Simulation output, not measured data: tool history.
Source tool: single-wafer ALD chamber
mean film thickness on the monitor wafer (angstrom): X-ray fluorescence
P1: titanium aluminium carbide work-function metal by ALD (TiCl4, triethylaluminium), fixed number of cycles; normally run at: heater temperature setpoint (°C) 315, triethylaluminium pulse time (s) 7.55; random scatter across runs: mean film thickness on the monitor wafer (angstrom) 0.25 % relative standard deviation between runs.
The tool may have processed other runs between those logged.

run   hour  heater temperature setpoint (°C)  triethylaluminium pulse time (s)  hours since the last thermocouple change  hours since the last triethylaluminium bottle change  mean film thickness on the monitor wafer (angstrom)
  1    8.2                               315                              7.55                                    1668.4                                                 873.8                                               21.145
  2   14.4                               338                              7.55                                    1674.6                                                 880.0                                               23.095
  3   24.3                               315                              7.55                                    1684.5                                                 889.9                                               21.218
  4   33.1                               315                              7.55                                    1693.3                                                 898.7                                               21.125
  5   40.6                               315                              7.55                                    1700.8                                                 906.2                                               21.225
  6   51.7                               304                              2.73                                    1711.9                                                 917.3                                               13.289
      59.6  -- triethylaluminium bottle replaced
  7   61.0                               315                              7.55                                    1721.2                                                   1.4                                               21.223
  8   67.0                               315                              7.55                                    1727.2                                                   7.4                                               21.228
  9   74.4                               315                              7.55                                    1734.6                                                  14.8                                               21.199
 10   84.2                               297                              7.55                                    1744.4                                                  24.6                                               19.551
 11   93.8                               315                             12.12                                    1754.0                                                  34.2                                               22.484
 12  104.5                               315                              2.84                                    1764.7                                                  44.9                                               14.257
 13  110.1                               315                              7.55                                    1770.3                                                  50.5                                               21.221
 14  120.9                               315                              7.55                                    1781.1                                                  61.3                                               21.007
 15  128.3                               315                              7.55                                    1788.5                                                  68.7                                               20.951
 16  133.8                               315                              7.55                                    1794.0                                                  74.2                                               20.786
 17  141.7                               315                              7.55                                    1801.9                                                  82.1                                               20.875
 18  152.8                               315                              7.55                                    1813.0                                                  93.2                                               20.858
 19  160.9                               315                              7.55                                    1821.1                                                 101.3                                               20.751
 20  169.5                               315                              7.55                                    1829.7                                                 109.9                                               20.837
 21  176.2                               315                              7.55                                    1836.4                                                 116.6                                               20.888
 22  182.1                               315                              7.55                                    1842.3                                                 122.5                                               20.719

The output of P1 has drifted from where it used to be. Each of the 2 causes below, taken at the size shown beside it, accounts for the log equally well:
A: wafer temperature below the value expected at the setpoint (K) = 4.41
B: triethylaluminium dose below that of a fresh bottle (%) = 7.86
Creep in the process output first set in at about hour 110.1.

Which of the 4 check runs listed below separates the causes, so that each cause would produce a clearly different result? Each run uses one wafer, and its results are marked with question marks.
check 1  188.0                               327                              7.55                                                                                                                                                    ?
check 2  188.0                               297                              7.55                                                                                                                                                    ?
check 3  188.0                               304                              4.03                                                                                                                                                    ?
check 4  188.0                               338                              7.55                                                                                                                                                    ?

Expected result of each check under each candidate cause:
  check                                               result    if A    if B
check 1  mean film thickness on the monitor wafer (angstrom)  21.830  21.815
check 2  mean film thickness on the monitor wafer (angstrom)  19.226  19.249
check 3  mean film thickness on the monitor wafer (angstrom)  16.077  15.759
check 4  mean film thickness on the monitor wafer (angstrom)  22.799  22.769
Per-check spread between the two closest causes, in the result where they differ most: check 1 0.07 %; check 2 0.12 %; check 3 2 %; check 4 0.13 %
Of the check runs offered, only check 3 discriminates between the causes; the rest would read about the same regardless of which cause applies.

Then check 3 was run and gave: mean film thickness on the monitor wafer (angstrom) 15.661. Which cause is it?

It is B: triethylaluminium dose below that of a fresh bottle (%).
